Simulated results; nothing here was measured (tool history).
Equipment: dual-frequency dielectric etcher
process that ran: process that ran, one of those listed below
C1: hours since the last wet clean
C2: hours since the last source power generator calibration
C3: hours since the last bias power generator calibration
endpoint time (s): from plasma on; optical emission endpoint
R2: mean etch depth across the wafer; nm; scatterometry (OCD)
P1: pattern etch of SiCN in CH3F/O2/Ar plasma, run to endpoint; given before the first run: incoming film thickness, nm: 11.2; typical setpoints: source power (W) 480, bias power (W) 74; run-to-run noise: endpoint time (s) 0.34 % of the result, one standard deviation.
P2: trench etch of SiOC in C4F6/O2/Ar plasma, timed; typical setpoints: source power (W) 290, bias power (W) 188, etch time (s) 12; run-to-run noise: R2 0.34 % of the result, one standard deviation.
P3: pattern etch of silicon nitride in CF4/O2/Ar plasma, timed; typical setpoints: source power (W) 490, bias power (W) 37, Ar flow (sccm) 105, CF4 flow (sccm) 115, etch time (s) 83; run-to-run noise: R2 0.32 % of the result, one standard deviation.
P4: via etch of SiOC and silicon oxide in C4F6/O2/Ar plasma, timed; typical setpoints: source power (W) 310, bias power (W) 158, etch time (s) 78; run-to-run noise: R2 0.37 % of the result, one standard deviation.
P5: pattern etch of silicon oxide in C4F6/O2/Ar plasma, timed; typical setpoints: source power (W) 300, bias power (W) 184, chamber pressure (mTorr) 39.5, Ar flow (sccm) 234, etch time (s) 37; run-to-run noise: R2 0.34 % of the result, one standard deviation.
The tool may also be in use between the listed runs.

{"run": 1, "hour": 9.6, "process that ran": "P1", "source power (W)": 480, "bias power (W)": 74, "C1": 395, "C2": 469.9, "C3": 2153, "endpoint time (s)": 27.2}
{"run": 2, "hour": 22.4, "process that ran": "P3", "source power (W)": 490, "bias power (W)": 24, "Ar flow (sccm)": 105, "CF4 flow (sccm)": 115, "etch time (s)": 83, "C1": 407.8, "C2": 482.7, "C3": 2165.8, "R2": 121.14}
{"run": 3, "hour": 39.0, "process that ran": "P5", "source power (W)": 300, "bias power (W)": 184, "Ar flow (sccm)": 316, "etch time (s)": 37, "chamber pressure (mTorr)": 39.5, "C1": 424.4, "C2": 499.3, "C3": 2182.4, "R2": 96.071}
{"run": 4, "hour": 54.6, "process that ran": "P2", "source power (W)": 290, "bias power (W)": 188, "etch time (s)": 16.5, "C1": 440, "C2": 514.9, "C3": 2198, "R2": 30.779}
{"run": 5, "hour": 70.2, "process that ran": "P3", "source power (W)": 490, "bias power (W)": 37, "Ar flow (sccm)": 105, "CF4 flow (sccm)": 115, "etch time (s)": 83, "C1": 455.6, "C2": 530.5, "C3": 2213.6, "R2": 139.39}
{"run": 6, "hour": 86.3, "process that ran": "P2", "source power (W)": 290, "bias power (W)": 116, "etch time (s)": 12, "C1": 471.7, "C2": 546.6, "C3": 2229.7, "R2": 19.206}
{"run": 7, "hour": 94.6, "process that ran": "P5", "source power (W)": 300, "bias power (W)": 184, "Ar flow (sccm)": 234, "etch time (s)": 54.5, "chamber pressure (mTorr)": 39.5, "C1": 480, "C2": 554.9, "C3": 2238, "R2": 146.67}
{"run": 8, "hour": 104.8, "process that ran": "P1", "source power (W)": 390, "bias power (W)": 74, "C1": 490.2, "C2": 565.1, "C3": 2248.2, "endpoint time (s)": 29.299}
{"run": 9, "hour": 119.9, "process that ran": "P1", "source power (W)": 480, "bias power (W)": 99, "C1": 505.3, "C2": 580.2, "C3": 2263.3, "endpoint time (s)": 24.447}
{"run": 10, "hour": 137.4, "process that ran": "P4", "source power (W)": 310, "bias power (W)": 158, "etch time (s)": 78, "C1": 522.8, "C2": 597.7, "C3": 2280.8, "R2": 76.283}
{"run": 11, "hour": 150.7, "process that ran": "P2", "source power (W)": 230, "bias power (W)": 188, "etch time (s)": 12, "C1": 536.1, "C2": 611, "C3": 2294.1, "R2": 20.469}
{"run": 12, "hour": 161.1, "process that ran": "P1", "source power (W)": 480, "bias power (W)": 74, "C1": 546.5, "C2": 621.4, "C3": 2304.5, "endpoint time (s)": 27.126}
{"run": 13, "hour": 177.5, "process that ran": "P3", "source power (W)": 490, "bias power (W)": 37, "Ar flow (sccm)": 63, "CF4 flow (sccm)": 115, "etch time (s)": 83, "C1": 562.9, "C2": 637.8, "C3": 2320.9, "R2": 148.13}
{"run": 14, "hour": 193.1, "process that ran": "P4", "source power (W)": 190, "bias power (W)": 158, "etch time (s)": 78, "C1": 578.5, "C2": 653.4, "C3": 2336.5, "R2": 63.422}
{"run": 15, "hour": 204.4, "process that ran": "P4", "source power (W)": 310, "bias power (W)": 158, "etch time (s)": 43, "C1": 589.8, "C2": 664.7, "C3": 2347.8, "R2": 42.293}
{"run": 16, "hour": 219.8, "process that ran": "P1", "source power (W)": 370, "bias power (W)": 58, "C1": 605.2, "C2": 680.1, "C3": 2363.2, "endpoint time (s)": 32.769}
{"run": 17, "hour": 236.9, "process that ran": "P1", "source power (W)": 480, "bias power (W)": 74, "C1": 622.3, "C2": 697.2, "C3": 2380.3, "endpoint time (s)": 27.005}
{"run": 18, "hour": 249.6, "process that ran": "P5", "source power (W)": 300, "bias power (W)": 184, "Ar flow (sccm)": 234, "etch time (s)": 37, "chamber pressure (mTorr)": 50, "C1": 635, "C2": 709.9, "C3": 2393, "R2": 96.587}
{"run": 19, "hour": 263.9, "process that ran": "P2", "source power (W)": 290, "bias power (W)": 188, "etch time (s)": 12, "C1": 649.3, "C2": 724.2, "C3": 2407.3, "R2": 22.391}
{"run": 20, "hour": 277.8, "process that ran": "P1", "source power (W)": 480, "bias power (W)": 74, "C1": 663.2, "C2": 738.1, "C3": 2421.2, "endpoint time (s)": 27.058}
{"run": 21, "hour": 293.1, "process that ran": "P1", "source power (W)": 400, "bias power (W)": 88, "C1": 678.5, "C2": 753.4, "C3": 2436.5, "endpoint time (s)": 27.335}
{"run": 22, "hour": 304.5, "process that ran": "P3", "source power (W)": 490, "bias power (W)": 37, "Ar flow (sccm)": 105, "CF4 flow (sccm)": 87, "etch time (s)": 83, "C1": 689.9, "C2": 764.8, "C3": 2447.9, "R2": 134.49}
{"run": 23, "hour": 320.3, "process that ran": "P5", "source power (W)": 300, "bias power (W)": 184, "Ar flow (sccm)": 234, "etch time (s)": 37, "chamber pressure (mTorr)": 39.5, "C1": 705.7, "C2": 780.6, "C3": 2463.7, "R2": 99.526}
{"run": 24, "hour": 332.0, "process that ran": "P5", "source power (W)": 300, "bias power (W)": 246, "Ar flow (sccm)": 234, "etch time (s)": 37, "chamber pressure (mTorr)": 39.5, "C1": 717.4, "C2": 792.3, "C3": 2475.4, "R2": 110.67}
{"run": 25, "hour": 340.1, "process that ran": "P1", "source power (W)": 650, "bias power (W)": 74, "C1": 725.5, "C2": 800.4, "C3": 2483.5, "endpoint time (s)": 24.146}
{"run": 26, "hour": 352.4, "process that ran": "P3", "source power (W)": 490, "bias power (W)": 37, "Ar flow (sccm)": 105, "CF4 flow (sccm)": 115, "etch time (s)": 116.5, "C1": 737.8, "C2": 812.7, "C3": 2495.8, "R2": 195.87}
{"run": 27, "hour": 361.0, "process that ran": "P3", "source power (W)": 390, "bias power (W)": 37, "Ar flow (sccm)": 105, "CF4 flow (sccm)": 115, "etch time (s)": 83, "C1": 746.4, "C2": 821.3, "C3": 2504.4, "R2": 114.08}
{"run": 28, "hour": 377.1, "process that ran": "P1", "source power (W)": 480, "bias power (W)": 60, "C1": 762.5, "C2": 837.4, "C3": 2520.5, "endpoint time (s)": 29.292}
{"run": 29, "hour": 387.2, "process that ran": "P4", "source power (W)": 310, "bias power (W)": 222, "etch time (s)": 78, "C1": 772.6, "C2": 847.5, "C3": 2530.6, "R2": 84.899}

Predict the results of run 30:
{"run": 30, "hour": 404.7, "process that ran": "P1", "source power (W)": 480, "bias power (W)": 74, "C1": 790.1, "C2": 865, "C3": 2548.1, "endpoint time (s)": "?"}

Run 30 gave endpoint time (s) 27.28.
